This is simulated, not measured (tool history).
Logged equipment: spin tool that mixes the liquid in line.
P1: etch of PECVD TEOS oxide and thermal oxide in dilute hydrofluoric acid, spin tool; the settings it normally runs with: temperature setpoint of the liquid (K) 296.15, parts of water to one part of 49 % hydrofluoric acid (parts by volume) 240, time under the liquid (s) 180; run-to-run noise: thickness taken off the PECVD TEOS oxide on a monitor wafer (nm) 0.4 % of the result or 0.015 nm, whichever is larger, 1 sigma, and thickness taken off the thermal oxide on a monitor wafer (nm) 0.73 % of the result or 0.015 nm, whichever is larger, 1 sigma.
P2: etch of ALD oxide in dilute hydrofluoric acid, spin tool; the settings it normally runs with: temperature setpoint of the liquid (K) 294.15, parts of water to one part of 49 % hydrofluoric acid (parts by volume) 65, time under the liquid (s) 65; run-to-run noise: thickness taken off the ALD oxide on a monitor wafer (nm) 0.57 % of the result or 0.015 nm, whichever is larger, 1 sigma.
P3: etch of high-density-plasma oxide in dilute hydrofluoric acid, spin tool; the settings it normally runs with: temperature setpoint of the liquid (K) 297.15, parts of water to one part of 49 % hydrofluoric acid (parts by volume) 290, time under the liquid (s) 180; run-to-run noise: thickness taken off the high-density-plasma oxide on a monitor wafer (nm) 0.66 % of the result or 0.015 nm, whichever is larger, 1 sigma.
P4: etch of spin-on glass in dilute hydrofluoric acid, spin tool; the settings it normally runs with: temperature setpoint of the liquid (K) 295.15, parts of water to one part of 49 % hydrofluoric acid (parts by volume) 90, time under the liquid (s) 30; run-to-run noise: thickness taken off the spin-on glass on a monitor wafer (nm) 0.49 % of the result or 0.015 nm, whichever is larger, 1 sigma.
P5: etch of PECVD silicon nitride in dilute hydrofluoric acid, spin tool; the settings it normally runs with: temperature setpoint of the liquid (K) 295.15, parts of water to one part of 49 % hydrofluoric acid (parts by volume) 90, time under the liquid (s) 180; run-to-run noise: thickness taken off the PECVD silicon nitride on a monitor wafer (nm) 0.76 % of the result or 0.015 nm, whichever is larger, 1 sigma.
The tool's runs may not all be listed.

run	hour	process that ran	temperature setpoint of the liquid (K)	parts of water to one part of 49 % hydrofluoric acid (parts by volume)	time under the liquid (s)	hours since the thermometer was replaced	hours since the hydrofluoric acid flow meter was replaced	thickness taken off the PECVD TEOS oxide on a monitor wafer (nm)	thickness taken off the thermal oxide on a monitor wafer (nm)	thickness taken off the ALD oxide on a monitor wafer (nm)	thickness taken off the PECVD silicon nitride on a monitor wafer (nm)	thickness taken off the spin-on glass on a monitor wafer (nm)	thickness taken off the high-density-plasma oxide on a monitor wafer (nm)
1	5.9	P1	296.15	240	180	1940.4	282.7	7.3034	2.791				
2	12.8	P2	294.15	110	65	1947.3	289.6			9.8516			
3	20.3	P2	294.15	65	65	1954.8	297.1			17.625			
4	29.6	P5	295.15	25	180	1964.1	306.4				12.608		
5	37.4	P5	290.15	90	180	1971.9	314.2				2.5631		
6	46.5	P1	296.15	240	180	1981	323.3	7.2941	2.7525				
7	53.1	P1	290.15	240	180	1987.6	329.9	5.8469	2.1806				
8	62.1	P4	299.65	90	30	1996.6	338.9					8.2817	
9	74.4	P2	294.15	65	95	2008.9	351.2			25.696			
10	80.4	P1	302.65	240	180	2014.9	357.2	9.1416	3.5299				
11	91.1	P3	297.15	290	180	2025.6	367.9						3.6708
12	100.4	P3	297.15	80	180	2034.9	377.2						16.808
13	112.3	P1	296.15	240	55	2046.8	389.1	2.2128	0.85202				
14	123.5	P3	297.15	290	305	2058	400.3						6.221
15	132.6	P4	295.15	140	30	2067.1	409.4					4.1891	
16	141	P3	297.15	290	180	2075.5	417.8						3.7618
17	148.8	P1	296.15	240	180	2083.3	425.6	7.3031	2.7754				
18	161.1	P1	290.15	110	180	2095.6	437.9	14.38	5.5002				
19	168.8	P3	290.15	290	180	2103.3	445.6						2.8455
20	178.1	P1	296.15	240	260	2112.6	454.9	10.555	4.0053				
21	185	P5	295.15	90	180	2119.5	461.8				3.5658		
22	197.7	P1	296.15	40	180	2132.2	474.5	54.777	21.237				
23	209.9	P5	295.15	90	15	2144.4	486.7				0.2708		
24	223.2	P4	295.15	90	30	2157.7	500					6.8728	
25	232.2	P1	296.15	240	180	2166.7	509	7.2607	2.7773				
26	245.5	P4	295.15	90	15	2180	522.3					3.4478	
27	251.3	P1	296.15	390	180	2185.8	528.1	3.9308	1.4935				
28	260.3	P2	300.65	65	65	2194.8	537.1			22.504			
29	268.8	P1	296.15	240	180	2203.3	545.6	7.3915	2.8181				

Run 30, settings as shown, results not yet in. Your forecast:
30	275.9	P1	296.15	240	180	2210.4	552.7	?	?				

thickness taken off the PECVD TEOS oxide on a monitor wafer (nm): 7.2113
thickness taken off the thermal oxide on a monitor wafer (nm): 2.7294
